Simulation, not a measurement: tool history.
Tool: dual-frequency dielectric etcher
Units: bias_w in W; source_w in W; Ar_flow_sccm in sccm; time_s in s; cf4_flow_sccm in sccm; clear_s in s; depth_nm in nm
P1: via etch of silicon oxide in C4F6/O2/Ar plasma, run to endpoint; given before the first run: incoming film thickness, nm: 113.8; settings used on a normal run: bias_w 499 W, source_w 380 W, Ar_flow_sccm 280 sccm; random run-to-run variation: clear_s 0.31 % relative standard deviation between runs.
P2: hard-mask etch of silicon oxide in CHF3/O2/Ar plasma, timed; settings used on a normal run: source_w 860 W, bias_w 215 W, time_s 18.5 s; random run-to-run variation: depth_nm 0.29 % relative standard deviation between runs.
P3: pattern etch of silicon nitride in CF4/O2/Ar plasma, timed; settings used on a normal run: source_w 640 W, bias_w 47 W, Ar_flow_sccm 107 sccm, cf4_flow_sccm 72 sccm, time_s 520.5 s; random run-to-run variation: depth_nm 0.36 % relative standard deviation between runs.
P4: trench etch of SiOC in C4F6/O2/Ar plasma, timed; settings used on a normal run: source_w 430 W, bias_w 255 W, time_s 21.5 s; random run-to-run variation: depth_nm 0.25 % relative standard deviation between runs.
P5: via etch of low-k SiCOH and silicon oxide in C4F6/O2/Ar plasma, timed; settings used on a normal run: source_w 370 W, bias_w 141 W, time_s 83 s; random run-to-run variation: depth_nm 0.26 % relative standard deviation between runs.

run     day  process  bias_w  source_w  Ar_flow_sccm  time_s  cf4_flow_sccm  clear_s  depth_nm
  1   0.417       P1     499       380           280                           26.26
  2   0.938       P5     141       370                    83                             209.2
  3   1.288       P1     499       380           163                          24.677
  4   1.892       P1     381       380           280                          28.823
  5   2.592       P1     499       380           280                          26.296
  6   3.296       P2     215       860                  24.5                            57.573
  7   3.929       P1     599       380           280                          24.454
  8   4.379       P1     499       380           388                          27.025
  9   4.742       P5      88       370                    83                             184.4
 10   5.092       P4     255       430                  12.5                            29.485
 11   5.508       P1     499       380           280                          26.176
 12   6.054       P3      27       640           107   520.5             72             925.66
 13   6.546       P1     499       380           280                          26.124
 14   7.092       P1     363       380           170                          27.818
 15   7.496       P4     156       430                  21.5                            43.385
 16   8.004       P3      47       640           107     322             72             691.37
 17   8.429       P2     130       860                  18.5                            37.098
 18       9       P5     141       370                 112.5                            285.63
 19   9.621       P4     255       600                  21.5                            57.959
 20   9.933       P3      47       640           107   520.5             72             1116.8
 21  10.629       P2     215       860                  18.5                            43.594
 22  11.279       P1     499       500           280                          23.699
 23  11.667       P2     215      1230                  18.5                            50.018
 24  12.004       P5     141       370                    83                            209.35
 25  12.312       P5     141       480                    83                            233.28
 26  12.846       P1     499       380           280                          26.286
 27  13.442       P1     627       510           280                          21.497
 28  14.079       P3      47       640            62   520.5             72               1214
 29  14.512       P4     255       430                  21.5                            50.828
 30   15.15       P3      47       640           107   520.5             50             1059.7
 31  15.571       P1     499       380           280                          26.242
 32  16.254       P3      47       810           107   520.5             72             1379.9
 33  16.917       P1     499       260           280                          30.109
 34  17.246       P1     499       380           280                          26.114
 35  17.608       P1     499       380           280                           26.08
 36    18.1       P1     499       380           280                          25.891
 37  18.533       P1     499       380           280                          25.889
 38  18.992       P1     499       380           280                          25.769
       19.2  -- wet clean of the chamber
 39  19.675       P1     499       380           280                          25.771
       20.1  -- Ar flow controller replaced
 40  20.142       P1     499       380           280                          25.729
 41  20.538       P1     499       380           280                          25.655
 42  21.204       P1     499       380           280                          25.637
 43  21.783       P1     499       380           280                          25.757
 44  22.496       P1     499       380           280                          25.622

Compared with where it was, what P1 gives has crept away. Each cause listed below fits the log as well as the rest, at the size given for it:
A: source power that arrives over what is set, % = 4.86
B: bias power that arrives over what is set, % = 4.76
The onset of the drift is placed at about day 17.246.
Why every other cause is out:
chamber walls in a state that raises the etch rate, %: was serviced at day 19.2, once the creep was under way, yet the earlier output never came back
Ar flow that arrives under what is set, %: was serviced at day 20.1, once the creep was under way, yet the earlier output never came back

Listed below are the offered check runs, one wafer per run, with question marks in place of results. For which of them would the causes give clearly different outcomes?
check 1  23.208       P4     255       540                  21.5                                 ?
check 2  23.208       P5      99       370                    83                                 ?
check 3  23.208       P3      32       640            71   520.5             72                  ?
check 4  23.208       P2     215      1010                  18.5                                 ?

How each check would come out, cause by cause:
  check    result    if A    if B
check 1  depth_nm  56.591  56.439
check 2  depth_nm  193.77  192.54
check 3  depth_nm  1085.2  1056.6
check 4  depth_nm   47.23  47.113
Distance between the nearest two causes, measured in the result of the check that separates them most: check 1 0.27 %; check 2 0.63 %; check 3 2.67 %; check 4 0.25 %
Check 3 is the one run that separates the causes; every other check would come out nearly the same whichever cause is at work.

Here is what check 3 returned: depth_nm 1060.9 nm. Which cause is it?

The cause is B: bias power that arrives over what is set, %.
